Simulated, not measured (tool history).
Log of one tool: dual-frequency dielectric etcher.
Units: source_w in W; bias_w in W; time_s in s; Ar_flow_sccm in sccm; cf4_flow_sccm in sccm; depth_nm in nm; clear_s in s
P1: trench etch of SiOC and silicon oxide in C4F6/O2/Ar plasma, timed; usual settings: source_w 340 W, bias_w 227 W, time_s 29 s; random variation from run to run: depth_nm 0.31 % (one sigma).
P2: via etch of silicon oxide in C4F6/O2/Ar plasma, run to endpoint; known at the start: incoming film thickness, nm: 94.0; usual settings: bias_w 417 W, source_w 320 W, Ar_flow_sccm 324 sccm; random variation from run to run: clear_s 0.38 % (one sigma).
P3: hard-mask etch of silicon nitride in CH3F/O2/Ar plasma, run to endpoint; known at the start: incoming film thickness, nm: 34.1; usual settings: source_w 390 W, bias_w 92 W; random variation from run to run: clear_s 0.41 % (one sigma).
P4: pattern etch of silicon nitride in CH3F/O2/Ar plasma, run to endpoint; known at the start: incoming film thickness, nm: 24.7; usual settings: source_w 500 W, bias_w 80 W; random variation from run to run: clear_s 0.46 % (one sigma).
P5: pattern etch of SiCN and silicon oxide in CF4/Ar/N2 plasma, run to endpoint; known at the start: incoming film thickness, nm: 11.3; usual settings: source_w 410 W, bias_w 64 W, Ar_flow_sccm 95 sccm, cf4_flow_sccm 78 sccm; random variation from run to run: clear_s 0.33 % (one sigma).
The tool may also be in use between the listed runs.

run,hour,process,source_w,bias_w,time_s,Ar_flow_sccm,cf4_flow_sccm,hours since the last wet clean,hours since the last source power generator calibration,hours since the last bias power generator calibration,depth_nm,clear_s
1,9,P1,340,227,29,,,187.8,2750,892.5,57.488,
2,19.2,P1,340,227,16.5,,,198,2760.2,902.7,32.942,
3,31.7,P1,340,227,29,,,210.5,2772.7,915.2,57.637,
4,39.6,P1,340,155,29,,,218.4,2780.6,923.1,50.759,
5,47.4,P3,550,92,,,,226.2,2788.4,930.9,,39.871
6,54.3,P3,390,59,,,,233.1,2795.3,937.8,,53.258
7,64.2,P1,340,291,29,,,243,2805.2,947.7,62.535,
8,75.8,P2,320,242,,324,,254.6,2816.8,959.3,,29.737
9,85.6,P2,320,417,,200,,264.4,2826.6,969.1,,23.318
10,94.2,P5,410,64,,95,108,273,2835.2,977.7,,13.898
11,102,P1,340,227,29,,,280.8,2843,985.5,57.475,
12,113.7,P5,410,64,,95,78,292.5,2854.7,997.2,,14.45
13,123.5,P3,390,92,,,,302.3,2864.5,1007,,45.444
14,131.5,P2,320,417,,324,,310.3,2872.5,1015,,24.48
15,142.1,P4,500,110,,,,320.9,2883.1,1025.6,,27.302
16,151.3,P1,260,160,29,,,330.1,2892.3,1034.8,46.249,
17,160,P1,340,280,16.5,,,338.8,2901,1043.5,35.348,
18,168.7,P2,250,417,,324,,347.5,2909.7,1052.2,,26.96
19,175.2,P5,410,43,,95,78,354,2916.2,1058.7,,16.391
20,187.6,P5,320,64,,95,78,366.4,2928.6,1071.1,,18.102
21,194.3,P1,210,227,29,,,373.1,2935.3,1077.8,48.152,
22,206,P1,340,227,29,,,384.8,2947,1089.5,57.399,
23,214.8,P4,310,80,,,,393.6,2955.8,1098.3,,36.755
24,220.7,P1,340,227,42,,,399.5,2961.7,1104.2,83.908,
25,226.6,P1,340,227,29,,,405.4,2967.6,1110.1,57.449,
26,233.3,P4,500,80,,,,412.1,2974.3,1116.8,,30.589
27,241.4,P1,430,227,29,,,420.2,2982.4,1124.9,62.88,
28,252.2,P3,390,92,,,,431,2993.2,1135.7,,45.576
29,259.2,P5,410,64,,77,78,438,3000.2,1142.7,,14.185
30,269.6,P1,340,227,29,,,448.4,3010.6,1153.1,57.703,
31,280.2,P5,410,64,,95,78,459,3021.2,1163.7,,14.551
32,287.3,P1,340,227,29,,,466.1,3028.3,1170.8,57.662,
33,299.6,P1,340,227,29,,,478.4,3040.6,1183.1,57.456,
34,309.6,P1,340,227,29,,,488.4,3050.6,1193.1,57.501,
35,320.9,P1,340,227,29,,,499.7,3061.9,1204.4,57.105,
36,331.3,P1,340,227,29,,,510.1,3072.3,1214.8,57.312,
# hour 338.1: wet clean of the chamber
37,338.8,P1,340,227,29,,,0.8,3079.8,1222.3,57.102,
38,344.8,P1,340,227,29,,,6.8,3085.8,1228.3,56.804,
39,351.6,P1,340,227,29,,,13.6,3092.6,1235.1,56.84,
40,361.9,P1,340,227,29,,,23.9,3102.9,1245.4,56.735,

What P1 gives has crept away from where it was. These 2 causes fit the log equally well, each at the size given:
A: bias power that arrives under what is set, % = 4.59
B: source power that arrives under what is set, % = 4.02
The creep began at about hour 299.6.
Why every other cause is out:
chamber walls in a state that lowers the etch rate, %: serviced at hour 338.1, which brought nothing back

4 check runs are offered, each on 2 wafers whose results are averaged, their results left as question marks. Which one tells the causes apart?
check 1,372.2,P2,320,257,,271,,,,,,?
check 2,372.2,P3,500,79,,,,,,,,?
check 3,372.2,P4,350,80,,,,,,,,?
check 4,372.2,P5,340,64,,95,78,,,,,?

What each check would give under each cause:
check,result,if A,if B
check 1,clear_s,28.971,28.962
check 2,clear_s,44.322,44.299
check 3,clear_s,35.697,35.655
check 4,clear_s,17.442,17.812
How far apart the two closest causes lie, in the result that separates them most: check 1 0.03 %; check 2 0.05 %; check 3 0.12 %; check 4 2.1 %
Only check 4 tells the causes apart: in the others they would give nearly the same result.

Check 4 was then run and gave: clear_s 17.481 s. Which cause is it?

It is A: bias power that arrives under what is set, %.
